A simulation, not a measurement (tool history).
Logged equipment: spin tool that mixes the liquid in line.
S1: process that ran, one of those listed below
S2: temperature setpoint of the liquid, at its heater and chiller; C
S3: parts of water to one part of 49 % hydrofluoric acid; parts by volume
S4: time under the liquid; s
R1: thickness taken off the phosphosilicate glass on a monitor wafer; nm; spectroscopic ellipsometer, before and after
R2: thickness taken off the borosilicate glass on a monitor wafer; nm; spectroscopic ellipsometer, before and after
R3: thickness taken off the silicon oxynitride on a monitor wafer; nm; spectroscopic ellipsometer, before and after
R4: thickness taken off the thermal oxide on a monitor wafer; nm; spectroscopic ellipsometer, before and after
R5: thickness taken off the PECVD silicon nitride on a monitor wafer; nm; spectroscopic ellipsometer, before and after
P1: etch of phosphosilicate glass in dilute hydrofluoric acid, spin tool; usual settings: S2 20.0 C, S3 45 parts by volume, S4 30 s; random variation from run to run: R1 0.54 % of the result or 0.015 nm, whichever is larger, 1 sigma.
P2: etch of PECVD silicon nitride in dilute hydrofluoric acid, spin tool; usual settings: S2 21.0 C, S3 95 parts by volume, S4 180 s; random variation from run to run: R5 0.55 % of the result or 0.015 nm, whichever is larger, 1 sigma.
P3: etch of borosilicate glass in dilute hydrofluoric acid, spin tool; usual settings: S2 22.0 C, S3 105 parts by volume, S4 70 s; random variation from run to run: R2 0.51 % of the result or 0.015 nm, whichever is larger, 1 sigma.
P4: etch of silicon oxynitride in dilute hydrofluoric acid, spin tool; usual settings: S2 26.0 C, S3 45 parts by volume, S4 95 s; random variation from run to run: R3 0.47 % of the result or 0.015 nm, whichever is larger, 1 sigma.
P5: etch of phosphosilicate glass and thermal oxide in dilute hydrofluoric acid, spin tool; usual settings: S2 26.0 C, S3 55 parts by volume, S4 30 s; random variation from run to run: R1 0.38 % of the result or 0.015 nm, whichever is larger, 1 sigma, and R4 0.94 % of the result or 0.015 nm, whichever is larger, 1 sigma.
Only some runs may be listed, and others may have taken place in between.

run,hour,S1,S2,S3,S4,R1,R2,R3,R4,R5
1,8.2,P1,20.0,45,30,61.633,,,,
2,16.9,P1,20.0,45,30,61.987,,,,
3,24.3,P3,22.0,105,130,,59.731,,,
4,33.5,P1,20.0,45,30,62.624,,,,
5,38.8,P1,17.0,45,30,54.605,,,,
6,45.9,P4,26.0,20,95,,,13.2560,,
7,52.3,P5,31.0,55,30,90.693,,,3.6876,
8,57.7,P3,22.0,105,70,,32.262,,,
9,65.3,P3,22.0,105,70,,32.497,,,
10,74.4,P4,32.5,45,95,,,7.9104,,
11,79.6,P5,26.0,55,30,74.454,,,3.0889,
12,89.4,P5,26.0,100,30,38.870,,,1.6110,
13,94.7,P1,20.0,20,30,142.570,,,,
14,99.9,P1,20.0,45,30,62.157,,,,
15,105.2,P2,17.0,95,180,,,,,2.8295
16,114.8,P2,21.0,55,180,,,,,6.4698
17,121.4,P1,20.0,45,50,102.400,,,,
18,131.1,P2,21.0,95,180,,,,,3.7703
19,136.7,P5,26.0,55,30,74.215,,,3.0268,
20,141.1,P1,26.5,45,30,81.650,,,,
21,150.5,P1,20.0,45,30,61.911,,,,
22,160.2,P4,26.0,45,140,,,8.4909,,
23,166.4,P1,20.0,70,30,38.250,,,,
24,173.7,P1,20.0,45,15,30.767,,,,
# hour 178.1: thermometer replaced
25,181.8,P3,22.0,170,70,,18.380,,,
26,187.4,P1,17.0,45,60,108.010,,,,
27,197.3,P1,17.0,25,30,100.440,,,,
28,207.1,P3,27.5,105,70,,40.070,,,
29,214.2,P1,20.0,45,30,61.714,,,,
30,218.6,P5,26.0,55,50,124.300,,,5.0166,
31,223.5,P2,21.0,95,180,,,,,3.7889
32,230.4,P4,26.0,45,95,,,5.6929,,
33,234.9,P2,21.0,95,335,,,,,7.0437
34,241.1,P1,20.0,45,30,62.240,,,,
35,250.7,P1,20.0,45,30,65.408,,,,
36,257.7,P1,20.0,45,30,66.087,,,,
37,266.1,P1,20.0,45,30,66.800,,,,
38,270.7,P1,20.0,45,30,67.231,,,,
39,276.8,P1,20.0,45,30,67.471,,,,
40,282.9,P1,20.0,45,30,67.421,,,,
41,288.5,P1,20.0,45,30,67.440,,,,
42,297.4,P1,20.0,45,30,67.454,,,,

What P1 gives has crept away from where it was. These 2 causes fit the log equally well, each at the size given:
A: liquid hotter than its thermometer reads (K) = 2.07
B: hydrofluoric acid flow above the setpoint (%) = 8.66
The onset of the drift is placed at about hour 241.1.

Of the 4 check runs listed below, each run on one wafer and each result written as a question mark, which would let you distinguish the listed causes because they would give clearly different results?
check 1,306.3,P2,21.0,95,180,,,,,?
check 2,306.3,P3,22.0,105,70,,?,,,
check 3,306.3,P4,26.0,45,95,,,?,,
check 4,306.3,P5,26.0,55,30,?,,,?,

Check results expected under each cause:
check,result,if A,if B
check 1,R5,4.3553,4.1114
check 2,R2,35.051,35.418
check 3,R3,6.3570,6.2761
check 4,R1,81.054,81.563
check 4,R4,3.2920,3.3127
Per check, the gap between the least separated pair of causes, taken in the result that splits them most: check 1 5.76 %; check 2 1.04 %; check 3 1.28 %; check 4 0.63 %
Check 1 tells the causes apart: in the others they would give nearly the same result.

Check 1 was carried out, with these results: R5 4.3648 nm. Which of the listed causes is responsible?

The correct cause is A, namely: liquid hotter than its thermometer reads (K).

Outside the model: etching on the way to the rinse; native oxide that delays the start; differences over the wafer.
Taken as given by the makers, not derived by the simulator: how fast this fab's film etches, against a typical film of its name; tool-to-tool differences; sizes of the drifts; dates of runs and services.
